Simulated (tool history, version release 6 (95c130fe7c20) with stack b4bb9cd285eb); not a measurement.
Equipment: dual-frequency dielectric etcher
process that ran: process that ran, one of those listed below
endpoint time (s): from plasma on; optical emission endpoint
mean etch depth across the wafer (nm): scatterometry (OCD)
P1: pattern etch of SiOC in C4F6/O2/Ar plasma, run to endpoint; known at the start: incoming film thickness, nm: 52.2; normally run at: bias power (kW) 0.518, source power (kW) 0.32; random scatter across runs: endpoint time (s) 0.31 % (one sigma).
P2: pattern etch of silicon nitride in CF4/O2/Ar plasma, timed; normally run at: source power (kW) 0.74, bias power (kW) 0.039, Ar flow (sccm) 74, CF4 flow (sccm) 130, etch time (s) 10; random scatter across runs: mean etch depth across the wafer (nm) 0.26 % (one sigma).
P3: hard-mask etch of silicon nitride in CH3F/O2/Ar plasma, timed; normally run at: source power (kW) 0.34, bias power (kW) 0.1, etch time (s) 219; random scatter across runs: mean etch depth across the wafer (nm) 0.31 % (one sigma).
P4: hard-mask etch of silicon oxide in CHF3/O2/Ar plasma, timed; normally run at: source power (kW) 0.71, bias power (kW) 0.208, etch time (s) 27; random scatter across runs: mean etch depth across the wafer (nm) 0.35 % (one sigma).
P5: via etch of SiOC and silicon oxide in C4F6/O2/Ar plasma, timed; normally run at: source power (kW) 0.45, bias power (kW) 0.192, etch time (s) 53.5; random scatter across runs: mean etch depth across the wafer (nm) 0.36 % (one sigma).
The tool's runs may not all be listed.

| run | hour | process that ran | bias power (kW) | source power (kW) | etch time (s) | Ar flow (sccm) | CF4 flow (sccm) | hours since the last wet clean | hours since the last bias power generator calibration | hours since the last source power generator calibration | endpoint time (s) | mean etch depth across the wafer (nm) |
|---|---|---|---|---|---|---|---|---|---|---|---|---|
| 1 | 8 | P1 | 0.518 | 0.32 |  |  |  | 127.5 | 3100.4 | 851.4 | 18.563 |  |
| 2 | 15.1 | P5 | 0.135 | 0.45 | 53.5 |  |  | 134.6 | 3107.5 | 858.5 |  | 57.457 |
| 3 | 22.6 | P2 | 0.039 | 0.74 | 10 | 74 | 130 | 142.1 | 3115 | 866 |  | 25.003 |
| 4 | 28.9 | P1 | 0.414 | 0.39 |  |  |  | 148.4 | 3121.3 | 872.3 | 18.951 |  |
| 5 | 36.8 | P2 | 0.039 | 0.74 | 10 | 74 | 130 | 156.3 | 3129.2 | 880.2 |  | 25.064 |
| 6 | 44.3 | P3 | 0.1 | 0.34 | 219 |  |  | 163.8 | 3136.7 | 887.7 |  | 157.68 |
| 7 | 50.7 | P4 | 0.208 | 0.71 | 27 |  |  | 170.2 | 3143.1 | 894.1 |  | 60.809 |
| 8 | 58.6 | P1 | 0.518 | 0.32 |  |  |  | 178.1 | 3151 | 902 | 18.669 |  |
| 9 | 64.7 | P1 | 0.518 | 0.32 |  |  |  | 184.2 | 3157.1 | 908.1 | 18.684 |  |
| 10 | 72.3 | P1 | 0.518 | 0.21 |  |  |  | 191.8 | 3164.7 | 915.7 | 21.802 |  |
| 11 | 80 | P2 | 0.039 | 0.74 | 10 | 74 | 166 | 199.5 | 3172.4 | 923.4 |  | 25.553 |
| 12 | 90.7 | P4 | 0.208 | 0.71 | 27 |  |  | 210.2 | 3183.1 | 934.1 |  | 60.624 |
| 13 | 98.1 | P1 | 0.518 | 0.32 |  |  |  | 217.6 | 3190.5 | 941.5 | 18.69 |  |
| 14 | 108.6 | P3 | 0.1 | 0.25 | 219 |  |  | 228.1 | 3201 | 952 |  | 140.25 |
| 15 | 114.7 | P1 | 0.725 | 0.32 |  |  |  | 234.2 | 3207.1 | 958.1 | 16.377 |  |
| 16 | 123.1 | P2 | 0.039 | 0.74 | 10 | 53 | 130 | 242.6 | 3215.5 | 966.5 |  | 25.776 |
| 17 | 133.5 | P1 | 0.518 | 0.32 |  |  |  | 253 | 3225.9 | 976.9 | 18.676 |  |
| 18 | 139.4 | P3 | 0.1 | 0.34 | 128.5 |  |  | 258.9 | 3231.8 | 982.8 |  | 92.459 |
| 19 | 149.2 | P1 | 0.518 | 0.32 |  |  |  | 268.7 | 3241.6 | 992.6 | 18.668 |  |
| 20 | 155.1 | P4 | 0.208 | 0.71 | 39 |  |  | 274.6 | 3247.5 | 998.5 |  | 86.747 |
| 21 | 163.6 | P5 | 0.192 | 0.45 | 34.5 |  |  | 283.1 | 3256 | 1007 |  | 41.602 |
| 22 | 171.6 | P2 | 0.039 | 0.74 | 12.5 | 74 | 130 | 291.1 | 3264 | 1015 |  | 31.04 |
| 23 | 179.5 | P2 | 0.039 | 0.54 | 10 | 74 | 130 | 299 | 3271.9 | 1022.9 |  | 18.89 |
| 24 | 188.8 | P1 | 0.518 | 0.42 |  |  |  | 308.3 | 3281.2 | 1032.2 | 16.821 |  |
| 25 | 195.3 | P5 | 0.192 | 0.33 | 53.5 |  |  | 314.8 | 3287.7 | 1038.7 |  | 57.333 |
| 26 | 206.1 | P2 | 0.051 | 0.74 | 10 | 74 | 130 | 325.6 | 3298.5 | 1049.5 |  | 27.231 |
| 27 | 214.3 | P1 | 0.36 | 0.32 |  |  |  | 333.8 | 3306.7 | 1057.7 | 21.373 |  |
| 28 | 221.3 | P3 | 0.072 | 0.34 | 219 |  |  | 340.8 | 3313.7 | 1064.7 |  | 139.37 |
|  | 230.6 | source power generator calibrated |
| 29 | 231.6 | P4 | 0.147 | 0.71 | 27 |  |  | 351.1 | 3324 | 1.1 |  | 53.922 |
| 30 | 240.4 | P5 | 0.192 | 0.45 | 53.5 |  |  | 359.9 | 3332.8 | 9.9 |  | 63.974 |
| 31 | 246.3 | P5 | 0.192 | 0.45 | 53.5 |  |  | 365.8 | 3338.7 | 15.8 |  | 64.437 |
| 32 | 256.7 | P1 | 0.518 | 0.32 |  |  |  | 376.2 | 3349.1 | 26.2 | 18.735 |  |
| 33 | 266.7 | P4 | 0.208 | 0.88 | 27 |  |  | 386.2 | 3359.1 | 36.2 |  | 65.509 |
| 34 | 276.7 | P1 | 0.518 | 0.32 |  |  |  | 396.2 | 3369.1 | 46.2 | 18.636 |  |
| 35 | 284.1 | P1 | 0.518 | 0.32 |  |  |  | 403.6 | 3376.5 | 53.6 | 18.502 |  |
| 36 | 290.1 | P1 | 0.518 | 0.32 |  |  |  | 409.6 | 3382.5 | 59.6 | 18.47 |  |
| 37 | 300.6 | P1 | 0.518 | 0.32 |  |  |  | 420.1 | 3393 | 70.1 | 18.322 |  |
|  | 307.2 | wet clean of the chamber |
| 38 | 310.5 | P1 | 0.518 | 0.32 |  |  |  | 3.3 | 3402.9 | 80 | 18.371 |  |
| 39 | 317.4 | P1 | 0.518 | 0.32 |  |  |  | 10.2 | 3409.8 | 86.9 | 18.38 |  |
| 40 | 322.4 | P1 | 0.518 | 0.32 |  |  |  | 15.2 | 3414.8 | 91.9 | 18.388 |  |
| 41 | 328.3 | P1 | 0.518 | 0.32 |  |  |  | 21.1 | 3420.7 | 97.8 | 18.203 |  |

Something has made what P1 gives creep away from where it was; the 2 causes below, each at its own stated size, fit the log equally well:
A: bias power that arrives over what is set, % = 4.54
B: source power that arrives over what is set, % = 4.7
The process output started creeping at around hour 276.7.
All other causes, with the reason each is excluded:
chamber walls in a state that raises the etch rate, %: serviced after onset, at hour 307.2, with no recovery of the prior output

Each of the 4 check runs below uses one wafer; its results are left as question marks. Which run tells the causes apart?
| check 1 | 334.2 | P2 | 0.039 | 0.74 | 10 | 74 | 130 |  |  |  |  | ? |
| check 2 | 334.2 | P5 | 0.192 | 0.45 | 53.5 |  |  |  |  |  |  | ? |
| check 3 | 334.2 | P4 | 0.208 | 0.71 | 27 |  |  |  |  |  |  | ? |
| check 4 | 334.2 | P3 | 0.1 | 0.34 | 219 |  |  |  |  |  |  | ? |

Outcome of each check run for each possible cause:
| check | result | if A | if B |
|---|---|---|---|
| check 1 | mean etch depth across the wafer (nm) | 25.25 | 25.932 |
| check 2 | mean etch depth across the wafer (nm) | 65.373 | 65.592 |
| check 3 | mean etch depth across the wafer (nm) | 61.448 | 61.586 |
| check 4 | mean etch depth across the wafer (nm) | 159.65 | 159.73 |
Gap, in per cent, between the two causes that each check separates least, read from the result that separates them most: check 1 2.66 %; check 2 0.33 %; check 3 0.22 %; check 4 0.05 %
Only check 1 tells the causes apart: in the others they would give nearly the same result.

With check 1 done, the readings were: mean etch depth across the wafer (nm) 25.244. Identify which of the listed causes applies.

It was cause A: bias power that arrives over what is set, %.
